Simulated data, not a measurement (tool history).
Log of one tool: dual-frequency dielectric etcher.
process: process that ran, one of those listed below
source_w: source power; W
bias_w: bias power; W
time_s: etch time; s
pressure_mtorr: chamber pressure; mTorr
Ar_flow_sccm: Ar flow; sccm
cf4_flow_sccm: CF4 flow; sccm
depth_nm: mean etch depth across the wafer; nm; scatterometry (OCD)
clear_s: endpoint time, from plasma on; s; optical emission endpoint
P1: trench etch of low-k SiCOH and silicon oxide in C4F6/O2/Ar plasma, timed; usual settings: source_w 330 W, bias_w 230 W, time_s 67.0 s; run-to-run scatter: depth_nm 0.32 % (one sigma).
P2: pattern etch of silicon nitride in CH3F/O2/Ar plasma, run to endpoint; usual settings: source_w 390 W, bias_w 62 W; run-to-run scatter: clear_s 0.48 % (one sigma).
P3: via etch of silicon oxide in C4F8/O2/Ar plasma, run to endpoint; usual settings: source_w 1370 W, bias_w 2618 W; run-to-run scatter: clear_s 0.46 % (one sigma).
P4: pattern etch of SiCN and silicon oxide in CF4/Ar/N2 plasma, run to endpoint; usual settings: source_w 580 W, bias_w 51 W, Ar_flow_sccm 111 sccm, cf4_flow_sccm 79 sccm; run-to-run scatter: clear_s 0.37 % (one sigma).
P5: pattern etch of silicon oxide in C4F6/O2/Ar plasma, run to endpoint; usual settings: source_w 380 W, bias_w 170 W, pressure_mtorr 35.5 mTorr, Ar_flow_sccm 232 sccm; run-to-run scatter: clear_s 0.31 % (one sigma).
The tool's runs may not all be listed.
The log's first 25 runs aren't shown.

run     day  process  source_w  bias_w  time_s  pressure_mtorr  Ar_flow_sccm  cf4_flow_sccm  hours since the last wet clean  hours since the last source power generator calibration  hours since the last bias power generator calibration  depth_nm   clear_s
 26   8.892       P3      1370    3478                                                                                398.0                                                    833.3                                                 1636.2            311.8200
 27   9.108       P2       390      41                                                                                403.2                                                    838.5                                                 1641.4             38.0250
 28   9.525       P3      1370    2618                                                                                413.2                                                    848.5                                                 1651.4            339.9100
 29   9.771       P1       330     230    45.5                                                                        419.1                                                    854.4                                                 1657.3    150.84
 30  10.046       P4       790      51                                   111             79                           425.7                                                    861.0                                                 1663.9              9.6682
 31  10.388       P1       330     230    67.0                                                                        433.9                                                    869.2                                                 1672.1    222.16
 32  10.683       P1       330     230    67.0                                                                        441.0                                                    876.3                                                 1679.2    221.26
 33  11.054       P1       330     230    67.0                                                                        449.9                                                    885.2                                                 1688.1    218.66
 34  11.350       P1       330     230    67.0                                                                        457.0                                                    892.3                                                 1695.2    221.17
 35  11.762       P1       330     230    67.0                                                                        466.9                                                    902.2                                                 1705.1    218.39

Run 36 comes next. What will it give?
     11.825  -- wet clean of the chamber
 36  12.088       P1       330     230    67.0                                                                          6.4                                                    910.0                                                 1712.9         ?

Run 36 gave depth_nm 218.91 nm.
